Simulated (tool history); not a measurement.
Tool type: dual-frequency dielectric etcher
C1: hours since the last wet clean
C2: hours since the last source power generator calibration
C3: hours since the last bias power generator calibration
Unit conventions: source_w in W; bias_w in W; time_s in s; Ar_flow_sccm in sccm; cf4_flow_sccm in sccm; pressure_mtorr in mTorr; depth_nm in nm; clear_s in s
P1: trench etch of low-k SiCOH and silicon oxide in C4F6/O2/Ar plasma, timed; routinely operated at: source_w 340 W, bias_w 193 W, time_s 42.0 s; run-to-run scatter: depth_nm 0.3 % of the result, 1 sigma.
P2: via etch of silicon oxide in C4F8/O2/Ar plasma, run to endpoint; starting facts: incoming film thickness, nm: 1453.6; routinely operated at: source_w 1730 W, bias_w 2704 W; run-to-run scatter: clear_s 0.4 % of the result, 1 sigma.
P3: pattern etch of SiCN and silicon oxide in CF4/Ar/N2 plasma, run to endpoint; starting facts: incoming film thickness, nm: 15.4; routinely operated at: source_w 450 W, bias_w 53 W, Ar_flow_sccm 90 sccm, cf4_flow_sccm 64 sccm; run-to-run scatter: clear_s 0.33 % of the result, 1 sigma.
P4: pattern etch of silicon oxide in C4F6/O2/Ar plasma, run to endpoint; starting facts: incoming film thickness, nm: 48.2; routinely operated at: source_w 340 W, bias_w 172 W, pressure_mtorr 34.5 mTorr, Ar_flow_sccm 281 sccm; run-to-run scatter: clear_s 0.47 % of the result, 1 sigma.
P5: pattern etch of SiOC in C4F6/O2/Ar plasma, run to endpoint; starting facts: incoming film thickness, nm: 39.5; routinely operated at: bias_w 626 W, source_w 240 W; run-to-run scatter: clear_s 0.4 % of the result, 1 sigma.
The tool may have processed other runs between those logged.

Run 1, day 0.217: process P1, source_w 340 W, bias_w 193 W, time_s 42.0 s; C1 357.7; C2 1377.0; C3 1166.3. Result: depth_nm 127.100 nm.
Run 2, day 0.442: process P5, source_w 240 W, bias_w 626 W; C1 363.1; C2 1382.4; C3 1171.7. Result: clear_s 14.995 s.
Run 3, day 0.654: process P1, source_w 340 W, bias_w 193 W, time_s 42.0 s; C1 368.2; C2 1387.5; C3 1176.8. Result: depth_nm 127.520 nm.
Run 4, day 0.888: process P3, source_w 450 W, bias_w 53 W, Ar_flow_sccm 90 sccm, cf4_flow_sccm 64 sccm; C1 373.8; C2 1393.1; C3 1182.4. Result: clear_s 19.746 s.
Run 5, day 1.054: process P5, source_w 240 W, bias_w 375 W; C1 377.8; C2 1397.1; C3 1186.4. Result: clear_s 18.178 s.
Run 6, day 1.296: process P1, source_w 420 W, bias_w 193 W, time_s 42.0 s; C1 383.6; C2 1402.9; C3 1192.2. Result: depth_nm 137.630 nm.
Run 7, day 1.450: process P2, source_w 1730 W, bias_w 3824 W; C1 387.3; C2 1406.6; C3 1195.9. Result: clear_s 244.210 s.
Run 8, day 1.692: process P1, source_w 460 W, bias_w 120 W, time_s 42.0 s; C1 393.1; C2 1412.4; C3 1201.7. Result: depth_nm 123.010 nm.
At day 1.912: source power generator calibrated.
Run 9, day 1.917: process P1, source_w 340 W, bias_w 193 W, time_s 23.5 s; C1 398.5; C2 0.2; C3 1207.1. Result: depth_nm 70.742 nm.
Run 10, day 2.129: process P1, source_w 340 W, bias_w 193 W, time_s 42.0 s; C1 403.6; C2 5.3; C3 1212.2. Result: depth_nm 126.910 nm.
Run 11, day 2.325: process P4, source_w 340 W, bias_w 172 W, Ar_flow_sccm 281 sccm, pressure_mtorr 34.5 mTorr; C1 408.3; C2 10.0; C3 1216.9. Result: clear_s 16.677 s.
Run 12, day 2.554: process P1, source_w 340 W, bias_w 193 W, time_s 42.0 s; C1 413.8; C2 15.5; C3 1222.4. Result: depth_nm 126.590 nm.
Run 13, day 2.771: process P2, source_w 2410 W, bias_w 2704 W; C1 419.0; C2 20.7; C3 1227.6. Result: clear_s 239.850 s.
Run 14, day 2.879: process P2, source_w 1730 W, bias_w 2704 W; C1 421.6; C2 23.3; C3 1230.2. Result: clear_s 276.300 s.
Run 15, day 2.996: process P4, source_w 340 W, bias_w 231 W, Ar_flow_sccm 281 sccm, pressure_mtorr 34.5 mTorr; C1 424.4; C2 26.1; C3 1233.0. Result: clear_s 15.157 s.
Run 16, day 3.208: process P1, source_w 340 W, bias_w 155 W, time_s 42.0 s; C1 429.5; C2 31.2; C3 1238.1. Result: depth_nm 118.040 nm.
Run 17, day 3.333: process P4, source_w 340 W, bias_w 172 W, Ar_flow_sccm 359 sccm, pressure_mtorr 34.5 mTorr; C1 432.5; C2 34.2; C3 1241.1. Result: clear_s 17.155 s.
Run 18, day 3.562: process P1, source_w 340 W, bias_w 268 W, time_s 42.0 s; C1 438.0; C2 39.7; C3 1246.6. Result: depth_nm 141.700 nm.
Run 19, day 3.692: process P1, source_w 340 W, bias_w 193 W, time_s 53.5 s; C1 441.1; C2 42.8; C3 1249.7. Result: depth_nm 161.000 nm.
Run 20, day 3.862: process P4, source_w 340 W, bias_w 172 W, Ar_flow_sccm 281 sccm, pressure_mtorr 42.0 mTorr; C1 445.2; C2 46.9; C3 1253.8. Result: clear_s 17.221 s.
Run 21, day 4.083: process P1, source_w 340 W, bias_w 193 W, time_s 42.0 s; C1 450.5; C2 52.2; C3 1259.1. Result: depth_nm 126.780 nm.
Run 22, day 4.208: process P3, source_w 280 W, bias_w 53 W, Ar_flow_sccm 90 sccm, cf4_flow_sccm 64 sccm; C1 453.5; C2 55.2; C3 1262.1. Result: clear_s 29.919 s.
Run 23, day 4.321: process P5, source_w 330 W, bias_w 626 W; C1 456.2; C2 57.9; C3 1264.8. Result: clear_s 13.402 s.
Run 24, day 4.425: process P1, source_w 260 W, bias_w 193 W, time_s 42.0 s; C1 458.7; C2 60.4; C3 1267.3. Result: depth_nm 113.720 nm.
Run 25, day 4.654: process P3, source_w 450 W, bias_w 71 W, Ar_flow_sccm 90 sccm, cf4_flow_sccm 64 sccm; C1 464.2; C2 65.9; C3 1272.8. Result: clear_s 17.900 s.
Run 26, day 4.896: process P4, source_w 220 W, bias_w 172 W, Ar_flow_sccm 281 sccm, pressure_mtorr 34.5 mTorr; C1 470.0; C2 71.7; C3 1278.6. Result: clear_s 19.748 s.
Run 27, day 5.050: process P1, source_w 340 W, bias_w 193 W, time_s 42.0 s; C1 473.7; C2 75.4; C3 1282.3. Result: depth_nm 126.520 nm.
Run 28, day 5.267: process P2, source_w 1730 W, bias_w 2704 W; C1 478.9; C2 80.6; C3 1287.5. Result: clear_s 274.980 s.
Run 29, day 5.438: process P3, source_w 450 W, bias_w 53 W, Ar_flow_sccm 90 sccm, cf4_flow_sccm 87 sccm; C1 483.0; C2 84.7; C3 1291.6. Result: clear_s 18.694 s.
Run 30, day 5.558: process P3, source_w 450 W, bias_w 53 W, Ar_flow_sccm 73 sccm, cf4_flow_sccm 64 sccm; C1 485.9; C2 87.6; C3 1294.5. Result: clear_s 18.991 s.
Run 31, day 5.783: process P1, source_w 280 W, bias_w 117 W, time_s 42.0 s; C1 491.3; C2 93.0; C3 1299.9. Result: depth_nm 100.690 nm.
Run 32, day 6.004: process P1, source_w 340 W, bias_w 225 W, time_s 61.0 s; C1 496.6; C2 98.3; C3 1305.2. Result: depth_nm 193.690 nm.
Run 33, day 6.212: process P1, source_w 340 W, bias_w 193 W, time_s 42.0 s; C1 501.6; C2 103.3; C3 1310.2. Result: depth_nm 126.750 nm.
Run 34, day 6.404: process P1, source_w 340 W, bias_w 193 W, time_s 42.0 s; C1 506.2; C2 107.9; C3 1314.8. Result: depth_nm 125.190 nm.
Run 35, day 6.529: process P1, source_w 340 W, bias_w 193 W, time_s 42.0 s; C1 509.2; C2 110.9; C3 1317.8. Result: depth_nm 125.690 nm.
Run 36, day 6.762: process P1, source_w 340 W, bias_w 193 W, time_s 42.0 s; C1 514.8; C2 116.5; C3 1323.4. Result: depth_nm 125.440 nm.
At day 6.783: wet clean of the chamber.
Run 37, day 6.888: process P1, source_w 340 W, bias_w 193 W, time_s 42.0 s; C1 2.6; C2 119.5; C3 1326.4. Result: depth_nm 125.340 nm.
Run 38, day 7.071: process P1, source_w 340 W, bias_w 193 W, time_s 42.0 s; C1 7.0; C2 123.9; C3 1330.8. Result: depth_nm 125.540 nm.
Run 39, day 7.296: process P1, source_w 340 W, bias_w 193 W, time_s 42.0 s; C1 12.4; C2 129.3; C3 1336.2. Result: depth_nm 125.600 nm.
Run 40, day 7.438: process P1, source_w 340 W, bias_w 193 W, time_s 42.0 s; C1 15.8; C2 132.7; C3 1339.6. Result: depth_nm 125.030 nm.
Run 41, day 7.600: process P1, source_w 340 W, bias_w 193 W, time_s 42.0 s; C1 19.7; C2 136.6; C3 1343.5. Result: depth_nm 124.930 nm.
Run 42, day 7.717: process P1, source_w 340 W, bias_w 193 W, time_s 42.0 s; C1 22.5; C2 139.4; C3 1346.3. Result: depth_nm 125.000 nm.

What P1 gives has crept off from where it sat before. The 2 causes that follow fit the log equally well, each at the size noted:
A: bias power that arrives under what is set, % = 4.47
B: source power that arrives under what is set, % = 3.75
At approximately day 6.212, the process output began to creep.
What rules out each remaining cause:
chamber walls in a state that lowers the etch rate, %: its service at day 6.783 followed the start of the drift and did not put the process back to its old value

The 4 check runs listed below each average the results of 2 wafers, and their outcomes are marked with question marks. Under which run would the listed causes produce clearly different results?
Run check 1, day 7.833: process P5, source_w 240 W, bias_w 390 W. Result: clear_s ?.
Run check 2, day 7.833: process P3, source_w 340 W, bias_w 53 W, Ar_flow_sccm 90 sccm, cf4_flow_sccm 81 sccm. Result: clear_s ?.
Run check 3, day 7.833: process P2, source_w 2150 W, bias_w 3616 W. Result: clear_s ?.
Run check 4, day 7.833: process P4, source_w 340 W, bias_w 172 W, Ar_flow_sccm 327 sccm, pressure_mtorr 34.5 mTorr. Result: clear_s ?.

What every check run would give for each of its results, assuming each possible cause in turn:
  check   result     if A     if B
check 1  clear_s   18.245   18.196
check 2  clear_s   24.703   25.202
check 3  clear_s  232.620  232.660
check 4  clear_s   17.239   17.247
How far apart the two closest causes lie, in the result that separates them most: check 1 0.27 %; check 2 2 %; check 3 0.02 %; check 4 0.05 %
The causes can be told apart only by check 2. The other checks would give nearly the same results under each of them.

Check 2 has now been run. It gave: clear_s 25.184 s. Which of the candidate causes is it?

The correct cause is B, namely: source power that arrives under what is set, %.

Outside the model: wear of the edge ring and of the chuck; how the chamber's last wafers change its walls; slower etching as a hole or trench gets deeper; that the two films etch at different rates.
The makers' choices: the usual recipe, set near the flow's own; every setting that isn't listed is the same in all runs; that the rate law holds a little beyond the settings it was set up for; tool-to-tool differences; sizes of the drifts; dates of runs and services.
